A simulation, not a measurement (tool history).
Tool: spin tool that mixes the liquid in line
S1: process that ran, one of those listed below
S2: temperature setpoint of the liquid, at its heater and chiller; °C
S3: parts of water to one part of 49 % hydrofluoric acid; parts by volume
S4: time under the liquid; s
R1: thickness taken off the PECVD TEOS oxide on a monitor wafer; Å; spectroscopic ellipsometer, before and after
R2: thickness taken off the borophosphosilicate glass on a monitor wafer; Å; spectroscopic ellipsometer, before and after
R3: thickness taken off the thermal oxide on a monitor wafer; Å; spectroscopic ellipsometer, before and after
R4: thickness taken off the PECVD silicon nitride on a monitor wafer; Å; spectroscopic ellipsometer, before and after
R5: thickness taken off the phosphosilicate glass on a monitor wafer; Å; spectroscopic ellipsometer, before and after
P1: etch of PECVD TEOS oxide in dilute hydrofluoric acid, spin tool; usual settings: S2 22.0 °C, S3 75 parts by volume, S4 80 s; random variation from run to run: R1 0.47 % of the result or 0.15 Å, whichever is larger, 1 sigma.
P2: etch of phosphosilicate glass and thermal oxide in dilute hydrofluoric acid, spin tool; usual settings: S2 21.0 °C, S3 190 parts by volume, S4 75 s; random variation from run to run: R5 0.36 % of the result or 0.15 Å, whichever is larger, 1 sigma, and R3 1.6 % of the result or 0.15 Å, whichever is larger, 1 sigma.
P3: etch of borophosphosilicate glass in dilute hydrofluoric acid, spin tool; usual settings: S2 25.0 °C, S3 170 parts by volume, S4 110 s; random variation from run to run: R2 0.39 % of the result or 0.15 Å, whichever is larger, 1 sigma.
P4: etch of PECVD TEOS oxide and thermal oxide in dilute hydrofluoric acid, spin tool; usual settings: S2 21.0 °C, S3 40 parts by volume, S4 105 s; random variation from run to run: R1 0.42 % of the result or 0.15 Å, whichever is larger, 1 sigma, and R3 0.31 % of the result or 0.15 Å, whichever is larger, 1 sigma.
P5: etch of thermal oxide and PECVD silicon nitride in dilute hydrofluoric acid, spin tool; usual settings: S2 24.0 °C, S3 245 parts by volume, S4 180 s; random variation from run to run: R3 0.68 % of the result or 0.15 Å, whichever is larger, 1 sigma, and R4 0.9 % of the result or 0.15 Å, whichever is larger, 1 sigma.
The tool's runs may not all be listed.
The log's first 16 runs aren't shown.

| run | day | S1 | S2 | S3 | S4 | R1 | R2 | R3 | R4 | R5 |
|---|---|---|---|---|---|---|---|---|---|---|
| 17 | 9.408 | P4 | 21.0 | 40 | 105 | 503.650 |  | 121.5400 |  |  |
| 18 | 9.708 | P1 | 17.5 | 75 | 80 | 139.750 |  |  |  |  |
| 19 | 10.083 | P5 | 24.0 | 245 | 180 |  |  | 28.4950 | 30.191 |  |
| 20 | 10.654 | P4 | 27.5 | 40 | 105 | 660.670 |  | 160.3000 |  |  |
| 21 | 11.025 | P1 | 22.0 | 20 | 80 | 677.990 |  |  |  |  |
| 22 | 11.500 | P4 | 21.0 | 40 | 165 | 794.780 |  | 192.0100 |  |  |
| 23 | 11.908 | P1 | 18.0 | 25 | 80 | 447.100 |  |  |  |  |
| 24 | 12.325 | P1 | 22.0 | 75 | 80 | 169.320 |  |  |  |  |
| 25 | 12.812 | P5 | 24.0 | 440 | 180 |  |  | 13.3560 | 17.124 |  |
| 26 | 13.121 | P5 | 17.0 | 245 | 180 |  |  | 22.0600 | 19.334 |  |
| 27 | 13.600 | P1 | 22.0 | 75 | 125 | 262.460 |  |  |  |  |
| 28 | 14.262 | P1 | 22.0 | 75 | 80 | 169.100 |  |  |  |  |
| 29 | 14.675 | P1 | 22.0 | 75 | 80 | 167.670 |  |  |  |  |
| 30 | 15.117 | P1 | 22.0 | 75 | 80 | 173.950 |  |  |  |  |
| 31 | 15.604 | P1 | 22.0 | 75 | 80 | 179.470 |  |  |  |  |
| 32 | 16.171 | P1 | 22.0 | 75 | 80 | 182.320 |  |  |  |  |
| 33 | 16.617 | P1 | 22.0 | 75 | 80 | 183.610 |  |  |  |  |
| 34 | 17.012 | P1 | 22.0 | 75 | 80 | 185.110 |  |  |  |  |
| 35 | 17.579 | P1 | 22.0 | 75 | 80 | 185.230 |  |  |  |  |

Run 36 comes next. What will it give?
| 36 | 18.267 | P1 | 22.0 | 75 | 80 | ? |  |  |  |  |

Run 36 gave R1 186.930 Å.

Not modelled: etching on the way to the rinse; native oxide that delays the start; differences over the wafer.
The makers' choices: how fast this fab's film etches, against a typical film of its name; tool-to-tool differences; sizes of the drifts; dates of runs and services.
